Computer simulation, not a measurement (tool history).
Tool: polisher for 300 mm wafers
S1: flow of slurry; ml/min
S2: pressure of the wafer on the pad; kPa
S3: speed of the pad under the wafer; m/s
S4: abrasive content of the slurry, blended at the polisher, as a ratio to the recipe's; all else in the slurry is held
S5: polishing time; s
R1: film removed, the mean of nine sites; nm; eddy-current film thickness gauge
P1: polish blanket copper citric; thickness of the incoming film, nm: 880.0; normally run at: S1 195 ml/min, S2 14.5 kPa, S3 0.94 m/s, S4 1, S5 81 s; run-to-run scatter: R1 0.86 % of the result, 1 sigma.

{"run": 1, "day": 0.508, "S1": 195, "S2": 14.5, "S3": 0.94, "S4": 1, "S5": 81, "R1": 119.65}
{"run": 2, "day": 1.088, "S1": 195, "S2": 7.6, "S3": 0.94, "S4": 1, "S5": 81, "R1": 64.882}
{"run": 3, "day": 1.638, "S1": 115, "S2": 14.5, "S3": 0.94, "S4": 1, "S5": 81, "R1": 108.84}
{"run": 4, "day": 1.917, "S1": 295, "S2": 14.5, "S3": 0.94, "S4": 1, "S5": 81, "R1": 127.87}
{"run": 5, "day": 2.5, "S1": 195, "S2": 14.5, "S3": 0.94, "S4": 1, "S5": 36, "R1": 53.412}
{"run": 6, "day": 2.992, "S1": 195, "S2": 14.5, "S3": 0.94, "S4": 1, "S5": 110, "R1": 163.39}
{"run": 7, "day": 3.533, "S1": 195, "S2": 14.5, "S3": 0.94, "S4": 1, "S5": 81, "R1": 121.49}
{"run": 8, "day": 4.046, "S1": 195, "S2": 21.4, "S3": 0.94, "S4": 1, "S5": 81, "R1": 176.04}
{"run": 9, "day": 4.433, "S1": 195, "S2": 14.5, "S3": 0.94, "S4": 0.75, "S5": 81, "R1": 113.21}
{"day": 4.55, "done": "worn pad replaced by a new one"}
{"run": 10, "day": 4.896, "S1": 195, "S2": 14.5, "S3": 0.94, "S4": 1, "S5": 81, "R1": 120.73}
{"run": 11, "day": 5.417, "S1": 195, "S2": 9.7, "S3": 1.2, "S4": 1, "S5": 81, "R1": 102.89}
{"run": 12, "day": 5.7, "S1": 195, "S2": 14.5, "S3": 0.94, "S4": 1, "S5": 81, "R1": 120.13}
{"run": 13, "day": 6.017, "S1": 195, "S2": 14.5, "S3": 1.26, "S4": 1, "S5": 81, "R1": 160.35}
{"run": 14, "day": 6.483, "S1": 195, "S2": 14.5, "S3": 0.94, "S4": 1.45, "S5": 81, "R1": 129.53}
{"run": 15, "day": 6.979, "S1": 195, "S2": 14.5, "S3": 0.68, "S4": 1, "S5": 81, "R1": 87.681}
{"run": 16, "day": 7.425, "S1": 195, "S2": 14.5, "S3": 0.94, "S4": 1, "S5": 81, "R1": 120.84}

The next listed run, before its measurement:
{"run": 17, "day": 7.908, "S1": 195, "S2": 14.5, "S3": 0.94, "S4": 1, "S5": 81, "R1": "?"}

{"run 17": {"R1": 116.49}}
